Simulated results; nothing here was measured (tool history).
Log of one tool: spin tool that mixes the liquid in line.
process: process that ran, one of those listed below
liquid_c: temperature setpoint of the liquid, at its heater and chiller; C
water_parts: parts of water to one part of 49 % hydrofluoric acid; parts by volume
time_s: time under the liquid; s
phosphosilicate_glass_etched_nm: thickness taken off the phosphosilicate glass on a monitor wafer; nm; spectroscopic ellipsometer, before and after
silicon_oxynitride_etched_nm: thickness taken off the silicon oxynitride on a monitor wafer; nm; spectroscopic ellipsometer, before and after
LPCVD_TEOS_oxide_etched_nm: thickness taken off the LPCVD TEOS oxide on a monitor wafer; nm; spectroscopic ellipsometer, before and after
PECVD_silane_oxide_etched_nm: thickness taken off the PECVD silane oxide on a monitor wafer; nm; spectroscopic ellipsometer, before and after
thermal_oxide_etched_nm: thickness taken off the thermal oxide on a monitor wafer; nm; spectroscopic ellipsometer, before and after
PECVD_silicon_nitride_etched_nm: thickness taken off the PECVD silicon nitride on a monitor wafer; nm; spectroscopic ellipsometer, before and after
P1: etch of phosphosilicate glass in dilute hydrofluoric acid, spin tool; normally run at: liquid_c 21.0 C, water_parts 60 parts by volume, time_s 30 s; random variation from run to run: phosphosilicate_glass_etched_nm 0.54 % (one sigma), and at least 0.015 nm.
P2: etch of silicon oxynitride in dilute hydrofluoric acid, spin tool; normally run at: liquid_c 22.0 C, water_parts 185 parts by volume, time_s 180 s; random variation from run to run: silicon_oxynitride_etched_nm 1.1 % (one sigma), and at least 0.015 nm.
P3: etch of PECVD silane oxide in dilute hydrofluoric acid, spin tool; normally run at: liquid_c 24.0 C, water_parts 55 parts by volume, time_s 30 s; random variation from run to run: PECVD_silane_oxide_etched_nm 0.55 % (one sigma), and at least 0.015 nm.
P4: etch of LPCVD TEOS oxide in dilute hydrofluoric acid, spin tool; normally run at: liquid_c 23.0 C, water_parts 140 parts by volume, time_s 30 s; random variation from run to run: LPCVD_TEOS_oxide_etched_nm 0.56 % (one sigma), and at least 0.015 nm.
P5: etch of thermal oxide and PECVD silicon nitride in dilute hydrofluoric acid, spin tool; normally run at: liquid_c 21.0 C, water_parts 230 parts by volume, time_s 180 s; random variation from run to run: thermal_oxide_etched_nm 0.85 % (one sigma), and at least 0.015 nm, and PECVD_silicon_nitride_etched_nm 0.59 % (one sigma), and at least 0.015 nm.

run   hour  process  liquid_c  water_parts  time_s  hours since the thermometer was replaced  hours since the hydrofluoric acid flow meter was replaced  phosphosilicate_glass_etched_nm  silicon_oxynitride_etched_nm  LPCVD_TEOS_oxide_etched_nm  PECVD_silane_oxide_etched_nm  thermal_oxide_etched_nm  PECVD_silicon_nitride_etched_nm
  1   11.6       P1      21.0           60      30                                     310.5                                                      760.5                           88.127
  2   17.9       P1      21.0           35      15                                     316.8                                                      766.8                           78.079
  3   23.8       P2      22.0          185     320                                     322.7                                                      772.7                                                         3.3758
  4   32.7       P1      21.0           60      15                                     331.6                                                      781.6                           44.181
  5   38.0       P4      23.0          140      15                                     336.9                                                      786.9                                                                                     2.6009
  6   44.3       P1      21.0           20      30                                     343.2                                                      793.2                          279.040
  7   51.3       P4      17.0          140      30                                     350.2                                                      800.2                                                                                     4.1879
  8   60.3       P1      21.0           60      30                                     359.2                                                      809.2                           89.276
  9   66.9       P3      24.0           55      30                                     365.8                                                      815.8                                                                                                                  17.2840
 10   72.3       P5      21.0          230     180                                     371.2                                                      821.2                                                                                                                                           2.81130                          3.61540
 11   80.9       P3      24.0           55      30                                     379.8                                                      829.8                                                                                                                  17.1660
 12   91.8       P2      29.5          185     180                                     390.7                                                      840.7                                                         2.6031
 13   98.2       P2      22.0           55     180                                     397.1                                                      847.1                                                         6.9713
 14  107.7       P3      24.0           25      30                                     406.6                                                      856.6                                                                                                                  39.6220
 15  115.3       P1      21.0           60      30                                     414.2                                                      864.2                           88.524
 16  120.7       P4      23.0          200      30                                     419.6                                                      869.6                                                                                     3.4055
 17  131.2       P1      17.0           60      30                                     430.1                                                      880.1                           75.090
 18  139.4       P3      24.0           55      15                                     438.3                                                      888.3                                                                                                                   8.7572
 19  149.4       P5      21.0          230     180                                     448.3                                                      898.3                                                                                                                                           2.86520                          3.58580
 20  157.6       P1      21.0          100      30                                     456.5                                                      906.5                           50.458
 21  169.8       P1      21.0           60      30                                     468.7                                                      918.7                           90.412
 22  176.8       P4      23.0          140      30                                     475.7                                                      925.7                                                                                     5.2881
 23  186.3       P1      21.0           60      60                                     485.2                                                      935.2                          177.650
 24  195.0       P3      20.0           55      30                                     493.9                                                      943.9                                                                                                                  14.6240
 25  202.1       P2      22.0          185     180                                     501.0                                                      951.0                                                         1.9000
 26  213.9       P1      25.5           60      30                                     512.8                                                      962.8                          107.130
 27  220.2       P1      17.0           60      15                                     519.1                                                      969.1                           38.027
 28  229.9       P1      21.0           85      15                                     528.8                                                      978.8                           30.236
 29  235.8       P5      27.5          230     180                                     534.7                                                      984.7                                                                                                                                           3.66150                          5.41780
 30  244.2       P5      21.0          230      15                                     543.1                                                      993.1                                                                                                                                           0.23457                          0.27559
 31  254.1       P5      21.0          335     180                                     553.0                                                     1003.0                                                                                                                                           1.81700                          2.49870
 32  261.6       P1      21.0           60      30                                     560.5                                                     1010.5                           89.434
 33  272.0       P1      21.0           60      30                                     570.9                                                     1020.9                           90.198
 34  280.1       P1      21.0           60      30                                     579.0                                                     1029.0                           92.151
 35  285.8       P1      21.0           60      30                                     584.7                                                     1034.7                           93.118
 36  296.6       P1      21.0           60      30                                     595.5                                                     1045.5                           93.293
 37  304.4       P1      21.0           60      30                                     603.3                                                     1053.3                           92.945
 38  311.7       P1      21.0           60      30                                     610.6                                                     1060.6                           92.572
 39  322.2       P1      21.0           60      30                                     621.1                                                     1071.1                           94.413
 40  328.6       P1      21.0           60      30                                     627.5                                                     1077.5                           94.151
 41  338.4       P1      21.0           60      30                                     637.3                                                     1087.3                           94.910
 42  348.8       P1      21.0           60      30                                     647.7                                                     1097.7                           94.140
 43  355.6       P1      21.0           60      30                                     654.5                                                     1104.5                           95.025

What P1 gives has crept away from where it was. These 2 causes fit the log equally well, each at the size given:
A: hydrofluoric acid flow above the setpoint (%) = 5.7
B: liquid hotter than its thermometer reads (K) = 1.43
The creep began at about hour 261.6.

4 check runs are offered, each on 2 wafers whose results are averaged, their results left as question marks. Which one tells the causes apart?
check 1  362.4       P4      23.0          140      30                                                                                                                                                                                               ?
check 2  362.4       P2      22.0          185     180                                                                                                                                                                   ?
check 3  362.4       P3      24.0           55      30                                                                                                                                                                                                                             ?
check 4  362.4       P5      21.0          230     180                                                                                                                                                                                                                                                      ?                                ?

What each check would give under each cause:
  check                           result     if A     if B
check 1       LPCVD_TEOS_oxide_etched_nm   5.5965   5.5473
check 2     silicon_oxynitride_etched_nm   2.0034   2.0085
check 3     PECVD_silane_oxide_etched_nm  18.3090  18.2880
check 4          thermal_oxide_etched_nm  3.05880  3.01530
check 4  PECVD_silicon_nitride_etched_nm  3.80330  3.94810
How far apart the two closest causes lie, in the result that separates them most: check 1 0.88 %; check 2 0.25 %; check 3 0.12 %; check 4 3.74 %
Check 4 tells the causes apart: in the others they would give nearly the same result.

Then check 4 was run and gave: thermal_oxide_etched_nm 3.03140 nm; PECVD_silicon_nitride_etched_nm 3.98370 nm. Which cause is it?

It is B: liquid hotter than its thermometer reads (K).
